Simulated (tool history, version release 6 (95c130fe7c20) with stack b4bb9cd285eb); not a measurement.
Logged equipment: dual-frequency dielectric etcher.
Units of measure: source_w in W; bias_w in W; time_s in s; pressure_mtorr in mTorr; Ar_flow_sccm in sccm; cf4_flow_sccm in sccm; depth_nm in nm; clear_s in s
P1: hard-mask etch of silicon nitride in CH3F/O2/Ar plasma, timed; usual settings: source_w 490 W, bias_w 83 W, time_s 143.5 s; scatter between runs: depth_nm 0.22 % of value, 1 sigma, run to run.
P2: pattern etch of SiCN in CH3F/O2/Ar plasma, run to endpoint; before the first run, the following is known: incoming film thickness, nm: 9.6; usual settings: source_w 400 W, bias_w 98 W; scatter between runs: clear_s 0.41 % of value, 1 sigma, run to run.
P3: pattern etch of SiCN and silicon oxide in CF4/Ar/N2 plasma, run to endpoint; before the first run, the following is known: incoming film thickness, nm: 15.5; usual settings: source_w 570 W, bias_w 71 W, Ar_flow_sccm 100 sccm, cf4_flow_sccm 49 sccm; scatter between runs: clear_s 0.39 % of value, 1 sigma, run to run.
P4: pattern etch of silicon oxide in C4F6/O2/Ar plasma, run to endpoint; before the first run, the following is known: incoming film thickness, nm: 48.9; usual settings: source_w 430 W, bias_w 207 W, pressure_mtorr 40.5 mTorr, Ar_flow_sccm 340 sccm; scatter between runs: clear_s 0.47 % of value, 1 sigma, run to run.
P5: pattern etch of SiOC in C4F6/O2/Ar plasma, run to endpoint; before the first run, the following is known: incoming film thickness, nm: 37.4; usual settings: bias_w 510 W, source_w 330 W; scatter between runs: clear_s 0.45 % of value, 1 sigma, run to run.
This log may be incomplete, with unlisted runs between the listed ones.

{"run": 1, "hour": 3.4, "process": "P1", "source_w": 490, "bias_w": 83, "time_s": 143.5, "depth_nm": 111.88}
{"run": 2, "hour": 10.1, "process": "P1", "source_w": 490, "bias_w": 59, "time_s": 143.5, "depth_nm": 99.64}
{"run": 3, "hour": 14.6, "process": "P5", "source_w": 330, "bias_w": 510, "clear_s": 13.688}
{"run": 4, "hour": 17.6, "process": "P2", "source_w": 400, "bias_w": 132, "clear_s": 21.365}
{"run": 5, "hour": 24.5, "process": "P4", "source_w": 430, "bias_w": 207, "pressure_mtorr": 40.5, "Ar_flow_sccm": 340, "clear_s": 15.428}
{"run": 6, "hour": 29.2, "process": "P1", "source_w": 490, "bias_w": 110, "time_s": 143.5, "depth_nm": 123.96}
{"run": 7, "hour": 34.9, "process": "P1", "source_w": 490, "bias_w": 83, "time_s": 89.5, "depth_nm": 69.905}
{"run": 8, "hour": 38.9, "process": "P4", "source_w": 430, "bias_w": 207, "pressure_mtorr": 25.0, "Ar_flow_sccm": 340, "clear_s": 14.514}
{"run": 9, "hour": 45.3, "process": "P1", "source_w": 490, "bias_w": 83, "time_s": 187.0, "depth_nm": 145.54}
{"run": 10, "hour": 49.7, "process": "P1", "source_w": 490, "bias_w": 83, "time_s": 143.5, "depth_nm": 111.99}
{"run": 11, "hour": 55.1, "process": "P5", "source_w": 330, "bias_w": 510, "clear_s": 13.554}
{"run": 12, "hour": 59.8, "process": "P1", "source_w": 490, "bias_w": 83, "time_s": 143.5, "depth_nm": 111.85}
{"run": 13, "hour": 64.6, "process": "P1", "source_w": 490, "bias_w": 83, "time_s": 143.5, "depth_nm": 112.18}
{"run": 14, "hour": 69.0, "process": "P3", "source_w": 680, "bias_w": 71, "Ar_flow_sccm": 100, "cf4_flow_sccm": 49, "clear_s": 13.484}
{"run": 15, "hour": 73.7, "process": "P1", "source_w": 310, "bias_w": 83, "time_s": 143.5, "depth_nm": 93.888}
{"run": 16, "hour": 80.6, "process": "P4", "source_w": 430, "bias_w": 207, "pressure_mtorr": 40.5, "Ar_flow_sccm": 218, "clear_s": 14.607}
{"run": 17, "hour": 85.4, "process": "P3", "source_w": 570, "bias_w": 71, "Ar_flow_sccm": 100, "cf4_flow_sccm": 29, "clear_s": 17.289}
{"run": 18, "hour": 88.4, "process": "P5", "source_w": 210, "bias_w": 510, "clear_s": 16.135}
{"run": 19, "hour": 93.9, "process": "P3", "source_w": 570, "bias_w": 71, "Ar_flow_sccm": 100, "cf4_flow_sccm": 49, "clear_s": 15.798}
{"run": 20, "hour": 97.5, "process": "P2", "source_w": 400, "bias_w": 98, "clear_s": 24.061}
{"run": 21, "hour": 103.4, "process": "P1", "source_w": 490, "bias_w": 64, "time_s": 89.0, "depth_nm": 63.663}
{"run": 22, "hour": 107.1, "process": "P1", "source_w": 690, "bias_w": 83, "time_s": 143.5, "depth_nm": 127.39}
{"run": 23, "hour": 113.9, "process": "P4", "source_w": 250, "bias_w": 207, "pressure_mtorr": 40.5, "Ar_flow_sccm": 340, "clear_s": 19.025}
{"run": 24, "hour": 118.5, "process": "P2", "source_w": 400, "bias_w": 98, "clear_s": 24.212}
{"run": 25, "hour": 123.9, "process": "P1", "source_w": 490, "bias_w": 50, "time_s": 98.5, "depth_nm": 64.773}
{"run": 26, "hour": 129.0, "process": "P3", "source_w": 570, "bias_w": 97, "Ar_flow_sccm": 100, "cf4_flow_sccm": 49, "clear_s": 14.174}
{"hour": 132.3, "done": "source power generator calibrated"}
{"run": 27, "hour": 133.0, "process": "P1", "source_w": 490, "bias_w": 83, "time_s": 143.5, "depth_nm": 111.66}
{"run": 28, "hour": 137.8, "process": "P4", "source_w": 430, "bias_w": 255, "pressure_mtorr": 40.5, "Ar_flow_sccm": 340, "clear_s": 14.314}
{"run": 29, "hour": 142.0, "process": "P3", "source_w": 570, "bias_w": 71, "Ar_flow_sccm": 81, "cf4_flow_sccm": 49, "clear_s": 15.193}
{"run": 30, "hour": 146.0, "process": "P1", "source_w": 590, "bias_w": 83, "time_s": 208.0, "depth_nm": 173.89}
{"run": 31, "hour": 149.1, "process": "P5", "source_w": 330, "bias_w": 674, "clear_s": 12.324}
{"run": 32, "hour": 153.1, "process": "P2", "source_w": 240, "bias_w": 98, "clear_s": 29.254}
{"run": 33, "hour": 158.7, "process": "P1", "source_w": 490, "bias_w": 83, "time_s": 143.5, "depth_nm": 111.48}
{"run": 34, "hour": 163.0, "process": "P1", "source_w": 490, "bias_w": 83, "time_s": 143.5, "depth_nm": 111.0}
{"run": 35, "hour": 166.2, "process": "P1", "source_w": 490, "bias_w": 83, "time_s": 143.5, "depth_nm": 111.28}
{"run": 36, "hour": 170.6, "process": "P1", "source_w": 490, "bias_w": 83, "time_s": 143.5, "depth_nm": 110.45}
{"run": 37, "hour": 177.0, "process": "P1", "source_w": 490, "bias_w": 83, "time_s": 143.5, "depth_nm": 110.0}
{"hour": 181.8, "done": "wet clean of the chamber"}
{"run": 38, "hour": 182.4, "process": "P1", "source_w": 490, "bias_w": 83, "time_s": 143.5, "depth_nm": 109.91}
{"run": 39, "hour": 187.4, "process": "P1", "source_w": 490, "bias_w": 83, "time_s": 143.5, "depth_nm": 110.08}
{"run": 40, "hour": 191.2, "process": "P1", "source_w": 490, "bias_w": 83, "time_s": 143.5, "depth_nm": 109.99}
{"run": 41, "hour": 197.8, "process": "P1", "source_w": 490, "bias_w": 83, "time_s": 143.5, "depth_nm": 110.06}

Something has made what P1 gives creep away from where it was; the 2 causes below, each at its own stated size, fit the log equally well:
A: bias power that arrives under what is set, % = 4.69
B: source power that arrives under what is set, % = 4.32
The drift started at roughly hour 158.7.
Excluded causes, each with its reason:
chamber walls in a state that lowers the etch rate, %: maintenance at hour 181.8, after the shift began, did not return the process to its former output

Below are 4 check runs, each averaged over 2 wafers, with their results shown as question marks. Which of them would give clearly different results depending on which cause is behind the drift?
{"run": "check 1", "hour": 204.4, "process": "P4", "source_w": 320, "bias_w": 251, "pressure_mtorr": 40.5, "Ar_flow_sccm": 340, "clear_s": "?"}
{"run": "check 2", "hour": 204.4, "process": "P3", "source_w": 570, "bias_w": 95, "Ar_flow_sccm": 100, "cf4_flow_sccm": 49, "clear_s": "?"}
{"run": "check 3", "hour": 204.4, "process": "P2", "source_w": 270, "bias_w": 125, "clear_s": "?"}
{"run": "check 4", "hour": 204.4, "process": "P5", "source_w": 240, "bias_w": 663, "clear_s": "?"}

Check results expected under each cause:
check=check_1 result=clear_s if_A=16.370 if_B=16.377
check=check_2 result=clear_s if_A=14.468 if_B=14.771
check=check_3 result=clear_s if_A=25.776 if_B=25.695
check=check_4 result=clear_s if_A=14.114 if_B=14.071
Per check, the gap between the least separated pair of causes, taken in the result that splits them most: check 1 0.04 %; check 2 2.08 %; check 3 0.31 %; check 4 0.3 %
Of the check runs offered, only check 2 discriminates between the causes; the rest would read about the same regardless of which cause applies.

Check 2 was carried out, with these results: clear_s 14.475 s. Which of the listed causes is responsible?

The cause is A: bias power that arrives under what is set, %.
